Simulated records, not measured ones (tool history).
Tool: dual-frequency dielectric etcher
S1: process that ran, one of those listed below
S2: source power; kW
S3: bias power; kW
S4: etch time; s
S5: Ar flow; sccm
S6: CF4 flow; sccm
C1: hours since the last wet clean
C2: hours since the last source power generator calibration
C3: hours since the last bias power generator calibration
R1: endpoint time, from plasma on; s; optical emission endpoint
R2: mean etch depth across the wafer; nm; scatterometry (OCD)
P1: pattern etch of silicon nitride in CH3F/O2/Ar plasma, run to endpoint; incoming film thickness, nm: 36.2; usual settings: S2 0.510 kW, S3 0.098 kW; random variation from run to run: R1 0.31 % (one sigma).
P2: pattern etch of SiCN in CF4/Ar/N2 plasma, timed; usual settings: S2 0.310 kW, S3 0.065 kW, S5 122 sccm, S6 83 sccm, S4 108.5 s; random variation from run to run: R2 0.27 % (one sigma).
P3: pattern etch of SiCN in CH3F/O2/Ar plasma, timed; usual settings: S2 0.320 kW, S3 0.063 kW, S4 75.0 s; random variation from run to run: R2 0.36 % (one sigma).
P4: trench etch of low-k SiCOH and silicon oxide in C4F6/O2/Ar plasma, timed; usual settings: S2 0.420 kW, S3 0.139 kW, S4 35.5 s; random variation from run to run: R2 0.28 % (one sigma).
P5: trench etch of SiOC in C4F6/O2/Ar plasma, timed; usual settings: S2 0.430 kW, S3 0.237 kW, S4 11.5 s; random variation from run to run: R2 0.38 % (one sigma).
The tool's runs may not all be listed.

Run 1, hour 7.5: S1 P1, S2 0.510 kW, S3 0.098 kW; C1 353.0; C2 1370.1; C3 401.5. Result: R1 44.038 s.
Run 2, hour 14.8: S1 P4, S2 0.420 kW, S3 0.139 kW, S4 50.0 s; C1 360.3; C2 1377.4; C3 408.8. Result: R2 150.370 nm.
Run 3, hour 23.7: S1 P2, S2 0.310 kW, S3 0.065 kW, S4 108.5 s, S5 122 sccm, S6 48 sccm; C1 369.2; C2 1386.3; C3 417.7. Result: R2 60.851 nm.
Run 4, hour 28.7: S1 P1, S2 0.690 kW, S3 0.098 kW; C1 374.2; C2 1391.3; C3 422.7. Result: R1 39.192 s.
Run 5, hour 34.3: S1 P1, S2 0.510 kW, S3 0.098 kW; C1 379.8; C2 1396.9; C3 428.3. Result: R1 44.187 s.
Run 6, hour 40.0: S1 P4, S2 0.420 kW, S3 0.170 kW, S4 35.5 s; C1 385.5; C2 1402.6; C3 434.0. Result: R2 113.350 nm.
Run 7, hour 45.7: S1 P5, S2 0.430 kW, S3 0.293 kW, S4 11.5 s; C1 391.2; C2 1408.3; C3 439.7. Result: R2 28.639 nm.
Run 8, hour 53.8: S1 P3, S2 0.410 kW, S3 0.063 kW, S4 75.0 s; C1 399.3; C2 1416.4; C3 447.8. Result: R2 27.573 nm.
Run 9, hour 62.4: S1 P1, S2 0.330 kW, S3 0.098 kW; C1 407.9; C2 1425.0; C3 456.4. Result: R1 51.474 s.
Run 10, hour 71.3: S1 P2, S2 0.250 kW, S3 0.065 kW, S4 108.5 s, S5 122 sccm, S6 83 sccm; C1 416.8; C2 1433.9; C3 465.3. Result: R2 55.137 nm.
Run 11, hour 79.6: S1 P3, S2 0.320 kW, S3 0.063 kW, S4 75.0 s; C1 425.1; C2 1442.2; C3 473.6. Result: R2 25.157 nm.
Run 12, hour 86.6: S1 P1, S2 0.510 kW, S3 0.074 kW; C1 432.1; C2 1449.2; C3 480.6. Result: R1 48.578 s.
Run 13, hour 94.5: S1 P4, S2 0.510 kW, S3 0.139 kW, S4 35.5 s; C1 440.0; C2 1457.1; C3 488.5. Result: R2 114.810 nm.
Run 14, hour 101.6: S1 P1, S2 0.510 kW, S3 0.127 kW; C1 447.1; C2 1464.2; C3 495.6. Result: R1 40.037 s.
Run 15, hour 108.2: S1 P1, S2 0.680 kW, S3 0.127 kW; C1 453.7; C2 1470.8; C3 502.2. Result: R1 35.961 s.
Run 16, hour 114.3: S1 P2, S2 0.310 kW, S3 0.090 kW, S4 108.5 s, S5 122 sccm, S6 83 sccm; C1 459.8; C2 1476.9; C3 508.3. Result: R2 74.574 nm.
Run 17, hour 121.0: S1 P1, S2 0.510 kW, S3 0.098 kW; C1 466.5; C2 1483.6; C3 515.0. Result: R1 43.835 s.
Run 18, hour 129.2: S1 P1, S2 0.510 kW, S3 0.098 kW; C1 474.7; C2 1491.8; C3 523.2. Result: R1 43.992 s.
Run 19, hour 138.5: S1 P1, S2 0.700 kW, S3 0.120 kW; C1 484.0; C2 1501.1; C3 532.5. Result: R1 36.319 s.
Run 20, hour 144.5: S1 P3, S2 0.320 kW, S3 0.044 kW, S4 75.0 s; C1 490.0; C2 1507.1; C3 538.5. Result: R2 22.306 nm.
Run 21, hour 152.9: S1 P5, S2 0.310 kW, S3 0.237 kW, S4 11.5 s; C1 498.4; C2 1515.5; C3 546.9. Result: R2 23.473 nm.
Run 22, hour 160.0: S1 P4, S2 0.420 kW, S3 0.139 kW, S4 35.5 s; C1 505.5; C2 1522.6; C3 554.0. Result: R2 106.120 nm.
Run 23, hour 168.9: S1 P2, S2 0.310 kW, S3 0.065 kW, S4 144.0 s, S5 122 sccm, S6 83 sccm; C1 514.4; C2 1531.5; C3 562.9. Result: R2 88.137 nm.
Run 24, hour 178.5: S1 P3, S2 0.320 kW, S3 0.063 kW, S4 50.0 s; C1 524.0; C2 1541.1; C3 572.5. Result: R2 16.605 nm.
Run 25, hour 187.3: S1 P5, S2 0.430 kW, S3 0.237 kW, S4 6.5 s; C1 532.8; C2 1549.9; C3 581.3. Result: R2 15.175 nm.
Run 26, hour 196.1: S1 P1, S2 0.510 kW, S3 0.098 kW; C1 541.6; C2 1558.7; C3 590.1. Result: R1 44.027 s.
Run 27, hour 202.7: S1 P1, S2 0.640 kW, S3 0.136 kW; C1 548.2; C2 1565.3; C3 596.7. Result: R1 35.810 s.
Run 28, hour 211.9: S1 P1, S2 0.510 kW, S3 0.098 kW; C1 557.4; C2 1574.5; C3 605.9. Result: R1 44.233 s.
Run 29, hour 218.2: S1 P5, S2 0.430 kW, S3 0.237 kW, S4 11.5 s; C1 563.7; C2 1580.8; C3 612.2. Result: R2 26.695 nm.
Run 30, hour 225.5: S1 P2, S2 0.310 kW, S3 0.065 kW, S4 108.5 s, S5 171 sccm, S6 83 sccm; C1 571.0; C2 1588.1; C3 619.5. Result: R2 63.219 nm.
Run 31, hour 233.3: S1 P1, S2 0.510 kW, S3 0.098 kW; C1 578.8; C2 1595.9; C3 627.3. Result: R1 44.016 s.
Run 32, hour 237.7: S1 P2, S2 0.310 kW, S3 0.065 kW, S4 108.5 s, S5 122 sccm, S6 83 sccm; C1 583.2; C2 1600.3; C3 631.7. Result: R2 66.606 nm.
Run 33, hour 247.0: S1 P1, S2 0.510 kW, S3 0.098 kW; C1 592.5; C2 1609.6; C3 641.0. Result: R1 44.099 s.
Run 34, hour 254.7: S1 P1, S2 0.510 kW, S3 0.098 kW; C1 600.2; C2 1617.3; C3 648.7. Result: R1 44.010 s.
Run 35, hour 263.5: S1 P1, S2 0.510 kW, S3 0.098 kW; C1 609.0; C2 1626.1; C3 657.5. Result: R1 43.413 s.
Run 36, hour 271.7: S1 P1, S2 0.510 kW, S3 0.098 kW; C1 617.2; C2 1634.3; C3 665.7. Result: R1 43.540 s.
At hour 275.5: wet clean of the chamber.
Run 37, hour 280.6: S1 P1, S2 0.510 kW, S3 0.098 kW; C1 5.2; C2 1643.2; C3 674.6. Result: R1 43.515 s.
Run 38, hour 288.9: S1 P1, S2 0.510 kW, S3 0.098 kW; C1 13.5; C2 1651.5; C3 682.9. Result: R1 43.364 s.

Run 39 comes next. What will it give?
Run 39, hour 293.9: S1 P1, S2 0.510 kW, S3 0.098 kW; C1 18.5; C2 1656.5; C3 687.9. Result: R1 ?.

{"run 39": {"R1": 43.451}}

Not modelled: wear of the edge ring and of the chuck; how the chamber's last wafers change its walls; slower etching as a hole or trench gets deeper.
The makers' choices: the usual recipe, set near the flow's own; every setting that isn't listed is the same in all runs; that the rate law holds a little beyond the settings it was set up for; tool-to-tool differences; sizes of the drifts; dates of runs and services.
